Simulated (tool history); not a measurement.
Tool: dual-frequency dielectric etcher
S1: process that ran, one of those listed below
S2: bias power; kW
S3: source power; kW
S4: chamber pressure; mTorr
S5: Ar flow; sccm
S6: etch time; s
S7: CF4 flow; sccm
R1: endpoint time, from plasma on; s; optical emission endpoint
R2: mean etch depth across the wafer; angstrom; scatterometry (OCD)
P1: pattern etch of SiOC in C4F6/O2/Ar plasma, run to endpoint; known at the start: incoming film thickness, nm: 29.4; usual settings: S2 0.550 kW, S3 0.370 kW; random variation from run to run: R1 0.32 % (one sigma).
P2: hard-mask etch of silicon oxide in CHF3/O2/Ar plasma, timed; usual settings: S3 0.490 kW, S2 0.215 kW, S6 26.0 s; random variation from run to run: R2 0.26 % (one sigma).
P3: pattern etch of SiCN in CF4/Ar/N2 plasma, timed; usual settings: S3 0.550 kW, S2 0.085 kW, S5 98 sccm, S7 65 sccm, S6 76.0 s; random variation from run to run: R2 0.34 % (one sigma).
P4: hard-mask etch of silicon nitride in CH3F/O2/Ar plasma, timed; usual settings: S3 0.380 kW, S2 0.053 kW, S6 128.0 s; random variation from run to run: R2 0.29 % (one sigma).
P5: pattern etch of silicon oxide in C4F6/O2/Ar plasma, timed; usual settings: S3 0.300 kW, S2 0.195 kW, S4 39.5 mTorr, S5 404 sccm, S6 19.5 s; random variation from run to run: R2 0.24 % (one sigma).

| run | hour | S1 | S2 | S3 | S4 | S5 | S6 | S7 | R1 | R2 |
|---|---|---|---|---|---|---|---|---|---|---|
| 1 | 3.9 | P1 | 0.550 | 0.370 |  |  |  |  | 9.7146 |  |
| 2 | 7.4 | P5 | 0.195 | 0.300 | 39.5 | 404 | 11.0 |  |  | 308.21 |
| 3 | 11.9 | P3 | 0.085 | 0.550 |  | 135 | 76.0 | 65 |  | 779.00 |
| 4 | 15.6 | P1 | 0.693 | 0.450 |  |  |  |  | 8.2589 |  |
| 5 | 22.4 | P1 | 0.369 | 0.370 |  |  |  |  | 11.2650 |  |
| 6 | 27.3 | P1 | 0.550 | 0.370 |  |  |  |  | 9.6858 |  |
| 7 | 31.5 | P5 | 0.262 | 0.300 | 39.5 | 404 | 19.5 |  |  | 604.65 |
| 8 | 35.8 | P3 | 0.052 | 0.550 |  | 98 | 76.0 | 65 |  | 687.93 |
| 9 | 42.3 | P1 | 0.550 | 0.370 |  |  |  |  | 9.7414 |  |
| 10 | 45.9 | P4 | 0.053 | 0.210 |  |  | 128.0 |  |  | 616.94 |
| 11 | 52.5 | P5 | 0.195 | 0.400 | 39.5 | 404 | 19.5 |  |  | 611.54 |
| 12 | 55.8 | P2 | 0.215 | 0.490 |  |  | 26.0 |  |  | 503.95 |
| 13 | 62.6 | P5 | 0.195 | 0.300 | 39.5 | 257 | 19.5 |  |  | 574.38 |
| 14 | 68.0 | P3 | 0.085 | 0.320 |  | 98 | 76.0 | 65 |  | 508.15 |
| 15 | 72.1 | P1 | 0.550 | 0.480 |  |  |  |  | 8.8477 |  |
| 16 | 77.8 | P5 | 0.195 | 0.300 | 39.5 | 404 | 19.5 |  |  | 545.14 |
| 17 | 82.6 | P2 | 0.215 | 0.690 |  |  | 26.0 |  |  | 576.81 |
| 18 | 88.8 | P2 | 0.215 | 0.490 |  |  | 35.5 |  |  | 689.66 |
| 19 | 93.1 | P5 | 0.195 | 0.300 | 39.5 | 404 | 19.5 |  |  | 548.02 |
| 20 | 96.2 | P2 | 0.273 | 0.490 |  |  | 26.0 |  |  | 552.31 |
| 21 | 100.0 | P4 | 0.053 | 0.380 |  |  | 128.0 |  |  | 770.25 |
| 22 | 104.1 | P1 | 0.550 | 0.370 |  |  |  |  | 9.7370 |  |
| 23 | 107.9 | P1 | 0.550 | 0.230 |  |  |  |  | 11.5810 |  |
| 24 | 112.5 | P1 | 0.662 | 0.370 |  |  |  |  | 9.0203 |  |
| 25 | 116.7 | P5 | 0.195 | 0.300 | 30.5 | 404 | 19.5 |  |  | 561.20 |
| 26 | 121.9 | P3 | 0.085 | 0.550 |  | 98 | 76.0 | 83 |  | 842.98 |
| 27 | 126.6 | P4 | 0.073 | 0.380 |  |  | 128.0 |  |  | 859.69 |
| 28 | 132.1 | P1 | 0.550 | 0.370 |  |  |  |  | 9.6949 |  |
| 29 | 137.3 | P1 | 0.550 | 0.370 |  |  |  |  | 9.7319 |  |
| 30 | 140.8 | P4 | 0.053 | 0.380 |  |  | 182.5 |  |  | 1101.50 |
| 31 | 144.6 | P2 | 0.215 | 0.490 |  |  | 26.0 |  |  | 504.58 |
| 32 | 147.6 | P3 | 0.085 | 0.550 |  | 98 | 76.0 | 65 |  | 818.28 |
| 33 | 154.2 | P3 | 0.085 | 0.550 |  | 98 | 101.5 | 65 |  | 1091.10 |
| 34 | 159.3 | P1 | 0.550 | 0.370 |  |  |  |  | 9.7584 |  |
| 35 | 163.7 | P1 | 0.550 | 0.370 |  |  |  |  | 9.6807 |  |
| 36 | 169.4 | P1 | 0.550 | 0.370 |  |  |  |  | 9.5967 |  |
| 37 | 175.3 | P1 | 0.550 | 0.370 |  |  |  |  | 9.5368 |  |
| 38 | 179.7 | P1 | 0.550 | 0.370 |  |  |  |  | 9.6031 |  |
| 39 | 183.7 | P1 | 0.550 | 0.370 |  |  |  |  | 9.5749 |  |
| 40 | 188.0 | P1 | 0.550 | 0.370 |  |  |  |  | 9.5593 |  |
| 41 | 192.1 | P1 | 0.550 | 0.370 |  |  |  |  | 9.6157 |  |
|  | 193.9 | wet clean of the chamber |
| 42 | 197.2 | P1 | 0.550 | 0.370 |  |  |  |  | 9.6013 |  |
| 43 | 201.0 | P1 | 0.550 | 0.370 |  |  |  |  | 9.5344 |  |
| 44 | 204.4 | P1 | 0.550 | 0.370 |  |  |  |  | 9.4880 |  |
| 45 | 208.7 | P1 | 0.550 | 0.370 |  |  |  |  | 9.5662 |  |

What P1 gives has crept away from where it was. These 2 causes fit the log equally well, each at the size given:
A: bias power that arrives over what is set, % = 4.36
B: source power that arrives over what is set, % = 4.52
The creep began at about hour 159.3.
Why every other cause is out:
chamber walls in a state that raises the etch rate, %: serviced at hour 193.9, which brought nothing back

4 check runs are offered, each on 2 wafers whose results are averaged, their results left as question marks. Which one tells the causes apart?
| check 1 | 213.0 | P4 | 0.053 | 0.240 |  |  | 180.5 |  |  | ? |
| check 2 | 213.0 | P2 | 0.215 | 0.650 |  |  | 26.0 |  |  | ? |
| check 3 | 213.0 | P3 | 0.085 | 0.550 |  | 98 | 94.0 | 65 |  | ? |
| check 4 | 213.0 | P5 | 0.195 | 0.300 | 39.5 | 404 | 11.0 |  |  | ? |

What each check would give under each cause:
| check | result | if A | if B |
|---|---|---|---|
| check 1 | R2 | 928.28 | 930.72 |
| check 2 | R2 | 571.07 | 572.18 |
| check 3 | R2 | 1024.10 | 1048.40 |
| check 4 | R2 | 312.68 | 313.61 |
How far apart the two closest causes lie, in the result that separates them most: check 1 0.26 %; check 2 0.19 %; check 3 2.34 %; check 4 0.3 %
Only check 3 tells the causes apart: in the others they would give nearly the same result.

Check 3 was then run and gave: R2 1045.80 angstrom. Which cause is it?

It is B: source power that arrives over what is set, %.
